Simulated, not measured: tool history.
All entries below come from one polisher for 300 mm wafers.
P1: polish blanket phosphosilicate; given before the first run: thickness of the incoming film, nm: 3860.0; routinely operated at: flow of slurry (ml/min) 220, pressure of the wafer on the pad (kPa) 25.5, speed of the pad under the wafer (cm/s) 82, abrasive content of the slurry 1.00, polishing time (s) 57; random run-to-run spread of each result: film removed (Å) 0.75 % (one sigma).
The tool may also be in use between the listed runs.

| run | hour | flow of slurry (ml/min) | pressure of the wafer on the pad (kPa) | speed of the pad under the wafer (cm/s) | abrasive content of the slurry | polishing time (s) | wafers polished on this pad | hours since the slurry nozzle was cleaned | hours since the head pressure was calibrated | hours since the slurry blender was calibrated | hours since the conditioning disc was replaced | film removed (Å) |
|---|---|---|---|---|---|---|---|---|---|---|---|---|
| 1 | 4.2 | 220 | 25.5 | 82 | 1.00 | 57 | 623 | 151.6 | 217.3 | 130.8 | 75.3 | 5384.9 |
| 2 | 9.6 | 220 | 25.5 | 82 | 1.00 | 81 | 668 | 157.0 | 222.7 | 136.2 | 80.7 | 7668.9 |
| 3 | 14.2 | 220 | 25.5 | 38 | 0.55 | 57 | 707 | 161.6 | 227.3 | 140.8 | 85.3 | 2103.1 |
| 4 | 18.6 | 220 | 25.5 | 82 | 1.00 | 57 | 743 | 166.0 | 231.7 | 145.2 | 89.7 | 5407.0 |
| 5 | 22.3 | 220 | 25.5 | 82 | 1.50 | 57 | 774 | 169.7 | 235.4 | 148.9 | 93.4 | 6300.0 |
| 6 | 25.9 | 220 | 25.5 | 82 | 1.00 | 57 | 805 | 173.3 | 239.0 | 152.5 | 97.0 | 5295.2 |
| 7 | 29.2 | 220 | 25.5 | 102 | 1.00 | 89 | 832 | 176.6 | 242.3 | 155.8 | 100.3 | 9993.6 |
| 8 | 33.6 | 220 | 25.5 | 40 | 1.00 | 57 | 869 | 181.0 | 246.7 | 160.2 | 104.7 | 3023.3 |
| 9 | 38.2 | 220 | 25.5 | 82 | 0.55 | 57 | 908 | 185.6 | 251.3 | 164.8 | 109.3 | 3887.9 |
| 10 | 42.1 | 220 | 25.5 | 124 | 1.00 | 57 | 940 | 189.5 | 255.2 | 168.7 | 113.2 | 7487.1 |
| 11 | 46.7 | 130 | 25.5 | 82 | 1.00 | 57 | 979 | 194.1 | 259.8 | 173.3 | 117.8 | 4985.1 |
| 12 | 50.9 | 220 | 25.5 | 82 | 1.00 | 28 | 1014 | 198.3 | 264.0 | 177.5 | 122.0 | 2661.8 |
| 13 | 56.4 | 220 | 38.6 | 82 | 1.00 | 57 | 1060 | 203.8 | 269.5 | 183.0 | 127.5 | 8208.2 |
|  | 57.0 | conditioning disc replaced and pad reconditioned |
| 14 | 62.3 | 220 | 13.1 | 82 | 1.00 | 57 | 1109 | 209.7 | 275.4 | 188.9 | 5.4 | 2758.3 |
|  | 65.3 | slurry nozzle cleaned |
| 15 | 67.4 | 220 | 25.5 | 82 | 1.00 | 57 | 1152 | 2.1 | 280.5 | 194.0 | 10.5 | 5432.6 |
| 16 | 70.8 | 220 | 25.5 | 82 | 1.00 | 57 | 1181 | 5.5 | 283.9 | 197.4 | 13.9 | 5394.0 |
| 17 | 76.0 | 340 | 25.5 | 82 | 1.00 | 57 | 1224 | 10.7 | 289.1 | 202.6 | 19.1 | 5595.7 |
| 18 | 79.2 | 220 | 25.5 | 82 | 1.00 | 57 | 1251 | 13.9 | 292.3 | 205.8 | 22.3 | 5432.9 |
| 19 | 84.4 | 220 | 25.5 | 82 | 1.00 | 57 | 1295 | 19.1 | 297.5 | 211.0 | 27.5 | 5325.1 |
| 20 | 87.7 | 220 | 25.5 | 82 | 1.00 | 57 | 1322 | 22.4 | 300.8 | 214.3 | 30.8 | 5091.0 |
| 21 | 91.6 | 220 | 25.5 | 82 | 1.00 | 57 | 1355 | 26.3 | 304.7 | 218.2 | 34.7 | 4917.4 |
| 22 | 96.7 | 220 | 25.5 | 82 | 1.00 | 57 | 1398 | 31.4 | 309.8 | 223.3 | 39.8 | 4889.5 |
| 23 | 99.4 | 220 | 25.5 | 82 | 1.00 | 57 | 1420 | 34.1 | 312.5 | 226.0 | 42.5 | 4807.5 |
|  | 103.8 | head pressure recalibrated |
| 24 | 105.1 | 220 | 25.5 | 82 | 1.00 | 57 | 1468 | 39.8 | 1.4 | 231.7 | 48.2 | 4705.3 |

What will run 25 give?
| 25 | 107.8 | 220 | 25.5 | 82 | 1.00 | 57 | 1491 | 42.5 | 4.1 | 234.4 | 50.9 | ? |

{"run 25": {"film removed (Å)": 4654.5}}
